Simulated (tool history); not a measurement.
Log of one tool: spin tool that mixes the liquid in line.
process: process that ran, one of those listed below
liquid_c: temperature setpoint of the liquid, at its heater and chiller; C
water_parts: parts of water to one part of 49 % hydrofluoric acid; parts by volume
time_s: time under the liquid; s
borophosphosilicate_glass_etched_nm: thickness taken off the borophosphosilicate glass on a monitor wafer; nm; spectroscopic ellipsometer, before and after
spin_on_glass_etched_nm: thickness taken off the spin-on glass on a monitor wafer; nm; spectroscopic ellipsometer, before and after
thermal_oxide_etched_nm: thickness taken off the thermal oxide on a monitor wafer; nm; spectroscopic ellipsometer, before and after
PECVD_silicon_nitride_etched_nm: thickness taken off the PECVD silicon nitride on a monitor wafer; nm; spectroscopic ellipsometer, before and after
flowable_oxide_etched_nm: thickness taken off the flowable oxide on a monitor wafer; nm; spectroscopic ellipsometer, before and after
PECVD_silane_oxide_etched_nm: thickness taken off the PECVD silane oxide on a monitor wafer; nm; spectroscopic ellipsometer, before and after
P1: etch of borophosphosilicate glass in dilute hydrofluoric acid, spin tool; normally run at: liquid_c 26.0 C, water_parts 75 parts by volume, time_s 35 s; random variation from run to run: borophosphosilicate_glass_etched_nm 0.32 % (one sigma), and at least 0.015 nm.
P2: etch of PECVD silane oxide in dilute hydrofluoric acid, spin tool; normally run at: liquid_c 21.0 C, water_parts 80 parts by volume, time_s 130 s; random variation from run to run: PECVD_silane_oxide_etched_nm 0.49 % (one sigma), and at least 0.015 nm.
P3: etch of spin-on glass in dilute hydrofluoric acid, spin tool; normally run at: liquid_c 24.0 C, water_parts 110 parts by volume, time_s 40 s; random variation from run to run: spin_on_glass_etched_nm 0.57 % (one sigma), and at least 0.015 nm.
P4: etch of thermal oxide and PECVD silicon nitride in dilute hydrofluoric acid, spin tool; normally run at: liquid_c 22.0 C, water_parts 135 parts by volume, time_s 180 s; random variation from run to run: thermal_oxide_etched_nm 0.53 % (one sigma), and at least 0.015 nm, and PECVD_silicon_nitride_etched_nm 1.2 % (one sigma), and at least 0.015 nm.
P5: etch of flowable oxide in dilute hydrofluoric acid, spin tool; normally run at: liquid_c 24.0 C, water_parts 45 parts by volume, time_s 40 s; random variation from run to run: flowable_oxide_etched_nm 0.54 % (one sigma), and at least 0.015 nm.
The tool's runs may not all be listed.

run	hour	process	liquid_c	water_parts	time_s	hours since the thermometer was replaced	hours since the hydrofluoric acid flow meter was replaced	borophosphosilicate_glass_etched_nm	spin_on_glass_etched_nm	thermal_oxide_etched_nm	PECVD_silicon_nitride_etched_nm	flowable_oxide_etched_nm	PECVD_silane_oxide_etched_nm
1	7.2	P1	26.0	75	35	454.6	203.0	45.235					
2	12.9	P3	30.5	110	40	460.3	208.7		21.2990				
3	24.5	P1	26.0	75	35	471.9	220.3	45.181					
4	33.3	P4	22.0	135	180	480.7	229.1			5.9447	2.30830		
5	42.6	P5	24.0	45	15	490.0	238.4					11.518	
6	51.9	P2	21.0	80	40	499.3	247.7						13.706
7	62.2	P2	21.0	80	130	509.6	258.0						45.117
8	71.3	P1	26.0	75	55	518.7	267.1	70.916					
9	82.9	P1	26.0	75	35	530.3	278.7	45.097					
10	88.0	P5	24.0	45	40	535.4	283.8					31.034	
11	93.6	P4	22.0	200	180	541.0	289.4			3.7247	1.59350		
12	104.2	P1	30.0	45	35	551.6	300.0	92.435					
13	113.0	P2	17.0	80	130	560.4	308.8						37.891
14	123.7	P1	26.0	75	15	571.1	319.5	19.355					
15	134.9	P5	24.0	20	40	582.3	330.7					71.187	
16	146.1	P3	24.0	110	20	593.5	341.9		8.3571				
17	154.4	P4	28.0	135	180	601.8	350.2			7.6104	3.38820		
18	160.7	P1	26.0	75	35	608.1	356.5	45.229					
19	168.8	P3	24.0	110	40	616.2	364.6		16.8480				
20	176.7	P2	21.0	120	130	624.1	372.5						28.595
21	183.7	P1	29.5	75	35	631.1	379.5	52.164					
22	189.0	P5	29.0	45	40	636.4	384.8					37.444	
23	196.8	P4	22.0	135	30	644.2	392.6			1.0057	0.40628		
24	208.1	P4	22.0	135	180	655.5	403.9			5.9409	2.30670		
25	216.4	P1	26.0	75	35	663.8	412.2	45.441					
26	226.6	P1	26.0	105	35	674.0	422.4	31.205					
27	238.3	P3	24.0	155	40	685.7	434.1		11.3000				
28	243.5	P1	26.0	75	35	690.9	439.3	45.079					
29	252.6	P3	24.0	110	40	700.0	448.4		16.7020				
30	259.3	P1	26.0	75	35	706.7	455.1	45.241					
31	270.8	P1	26.0	35	35	718.2	466.6	102.530					
32	279.2	P1	21.0	75	35	726.6	475.0	37.024					
33	287.0	P1	26.0	75	35	734.4	482.8	45.426					
34	298.1	P1	26.0	75	35	745.5	493.9	43.721					
35	307.5	P1	26.0	75	35	754.9	503.3	42.912					
36	317.8	P1	26.0	75	35	765.2	513.6	42.197					
37	328.0	P1	26.0	75	35	775.4	523.8	42.134					
38	339.5	P1	26.0	75	35	786.9	535.3	41.659					
39	344.7	P1	26.0	75	35	792.1	540.5	41.568					
40	354.2	P1	26.0	75	35	801.6	550.0	41.518					
41	362.6	P1	26.0	75	35	810.0	558.4	41.066					
42	369.9	P1	26.0	75	35	817.3	565.7	41.533					
43	379.2	P1	26.0	75	35	826.6	575.0	41.300					
44	391.0	P1	26.0	75	35	838.4	586.8	41.370					

What P1 gives has crept away from where it was. These 2 causes fit the log equally well, each at the size given:
A: liquid colder than its thermometer reads (K) = 2.31
B: hydrofluoric acid flow below the setpoint (%) = 8.03
The creep began at about hour 287.0.

4 check runs are offered, each on 2 wafers whose results are averaged, their results left as question marks. Which one tells the causes apart?
check 1	402.8	P2	21.0	80	130								?
check 2	402.8	P5	24.0	45	40							?	
check 3	402.8	P4	22.0	135	180					?	?		
check 4	402.8	P3	24.0	110	40				?				

What each check would give under each cause:
check	result	if A	if B
check 1	PECVD_silane_oxide_etched_nm	40.737	40.917
check 2	flowable_oxide_etched_nm	27.862	28.067
check 3	thermal_oxide_etched_nm	5.4269	5.4014
check 3	PECVD_silicon_nitride_etched_nm	1.97010	2.11690
check 4	spin_on_glass_etched_nm	15.2570	15.2060
How far apart the two closest causes lie, in the result that separates them most: check 1 0.44 %; check 2 0.74 %; check 3 7.19 %; check 4 0.34 %
Only check 3 tells the causes apart: in the others they would give nearly the same result.

Check 3 was then run and gave: thermal_oxide_etched_nm 5.4020 nm; PECVD_silicon_nitride_etched_nm 2.12730 nm. Which cause is it?

It is B: hydrofluoric acid flow below the setpoint (%).

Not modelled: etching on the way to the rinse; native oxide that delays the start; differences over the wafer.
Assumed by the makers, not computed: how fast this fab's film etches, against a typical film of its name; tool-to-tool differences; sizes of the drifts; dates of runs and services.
